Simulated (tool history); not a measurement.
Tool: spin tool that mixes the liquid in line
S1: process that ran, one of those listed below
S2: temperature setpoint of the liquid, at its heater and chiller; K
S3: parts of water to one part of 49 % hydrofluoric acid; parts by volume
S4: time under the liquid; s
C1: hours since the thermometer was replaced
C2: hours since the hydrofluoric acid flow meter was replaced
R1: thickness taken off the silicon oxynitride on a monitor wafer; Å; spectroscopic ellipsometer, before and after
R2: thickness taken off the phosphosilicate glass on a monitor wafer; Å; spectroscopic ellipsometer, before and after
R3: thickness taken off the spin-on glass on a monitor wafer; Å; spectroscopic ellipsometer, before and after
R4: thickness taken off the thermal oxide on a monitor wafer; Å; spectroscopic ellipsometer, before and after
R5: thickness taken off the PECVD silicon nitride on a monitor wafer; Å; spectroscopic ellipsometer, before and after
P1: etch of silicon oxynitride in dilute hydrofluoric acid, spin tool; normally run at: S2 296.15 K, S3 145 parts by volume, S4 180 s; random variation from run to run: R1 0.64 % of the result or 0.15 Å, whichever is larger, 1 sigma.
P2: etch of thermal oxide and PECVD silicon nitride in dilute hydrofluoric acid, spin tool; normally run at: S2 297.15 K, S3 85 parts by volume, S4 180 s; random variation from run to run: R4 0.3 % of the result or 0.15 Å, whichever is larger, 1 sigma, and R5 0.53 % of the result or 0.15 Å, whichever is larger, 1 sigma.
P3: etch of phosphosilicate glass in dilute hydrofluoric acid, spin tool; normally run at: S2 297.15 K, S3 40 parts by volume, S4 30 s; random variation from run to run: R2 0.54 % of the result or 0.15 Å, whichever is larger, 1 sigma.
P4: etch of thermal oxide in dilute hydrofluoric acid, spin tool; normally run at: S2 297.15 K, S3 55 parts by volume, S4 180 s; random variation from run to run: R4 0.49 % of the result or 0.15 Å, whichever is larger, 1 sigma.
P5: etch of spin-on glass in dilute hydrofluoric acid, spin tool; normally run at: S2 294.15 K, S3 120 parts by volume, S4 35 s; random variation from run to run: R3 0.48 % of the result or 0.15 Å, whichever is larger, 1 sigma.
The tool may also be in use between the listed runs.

run 1 day=0.412 | S1=P1 S2=296.15 S3=145 S4=180 | C1=199.9 C2=1210.9 | R1=33.239
run 2 day=0.892 | S1=P3 S2=297.15 S3=40 S4=55 | C1=211.4 C2=1222.4 | R2=973.04
run 3 day=1.246 | S1=P5 S2=294.15 S3=120 S4=35 | C1=219.9 C2=1230.9 | R3=119.230
run 4 day=1.675 | S1=P2 S2=297.15 S3=150 S4=180 | C1=230.2 C2=1241.2 | R4=53.203 R5=40.270
run 5 day=2.133 | S1=P2 S2=297.15 S3=85 S4=180 | C1=241.2 C2=1252.2 | R4=101.140 R5=70.166
run 6 day=2.525 | S1=P1 S2=296.15 S3=145 S4=180 | C1=250.6 C2=1261.6 | R1=33.311
run 7 day=3.100 | S1=P1 S2=296.15 S3=145 S4=180 | C1=264.4 C2=1275.4 | R1=32.844
run 8 day=3.388 | S1=P4 S2=297.15 S3=20 S4=180 | C1=271.3 C2=1282.3 | R4=440.300
run 9 day=3.942 | S1=P1 S2=300.65 S3=145 S4=180 | C1=284.6 C2=1295.6 | R1=40.427
run 10 day=4.496 | S1=P3 S2=297.15 S3=40 S4=30 | C1=297.9 C2=1308.9 | R2=529.04
run 11 day=4.850 | S1=P3 S2=293.15 S3=40 S4=30 | C1=306.4 C2=1317.4 | R2=448.71
run 12 day=5.246 | S1=P1 S2=296.15 S3=60 S4=180 | C1=315.9 C2=1326.9 | R1=84.820
run 13 day=5.854 | S1=P5 S2=290.15 S3=120 S4=35 | C1=330.5 C2=1341.5 | R3=100.700
run 14 day=6.367 | S1=P3 S2=297.15 S3=40 S4=30 | C1=342.8 C2=1353.8 | R2=533.01
run 15 day=6.754 | S1=P2 S2=301.15 S3=85 S4=180 | C1=352.1 C2=1363.1 | R4=118.420 R5=91.731
run 16 day=7.238 | S1=P1 S2=296.15 S3=145 S4=180 | C1=363.7 C2=1374.7 | R1=32.819
run 17 day=7.596 | S1=P1 S2=296.15 S3=205 S4=285 | C1=372.3 C2=1383.3 | R1=35.177
run 18 day=8.058 | S1=P2 S2=297.15 S3=85 S4=355 | C1=383.4 C2=1394.4 | R4=199.020 R5=138.810
run 19 day=8.600 | S1=P1 S2=296.15 S3=145 S4=285 | C1=396.4 C2=1407.4 | R1=53.128
run 20 day=8.958 | S1=P1 S2=296.15 S3=145 S4=180 | C1=405.0 C2=1416.0 | R1=33.131
run 21 day=9.467 | S1=P1 S2=296.15 S3=195 S4=325 | C1=417.2 C2=1428.2 | R1=42.972
run 22 day=9.842 | S1=P4 S2=297.15 S3=55 S4=180 | C1=426.2 C2=1437.2 | R4=151.050
run 23 day=10.179 | S1=P5 S2=294.15 S3=185 S4=35 | C1=434.3 C2=1445.3 | R3=71.701

Forecast run 24:
run 24 day=10.454 | S1=P1 S2=296.15 S3=210 S4=180 | C1=440.9 C2=1451.9 | R1=?

R1: 21.614 Å
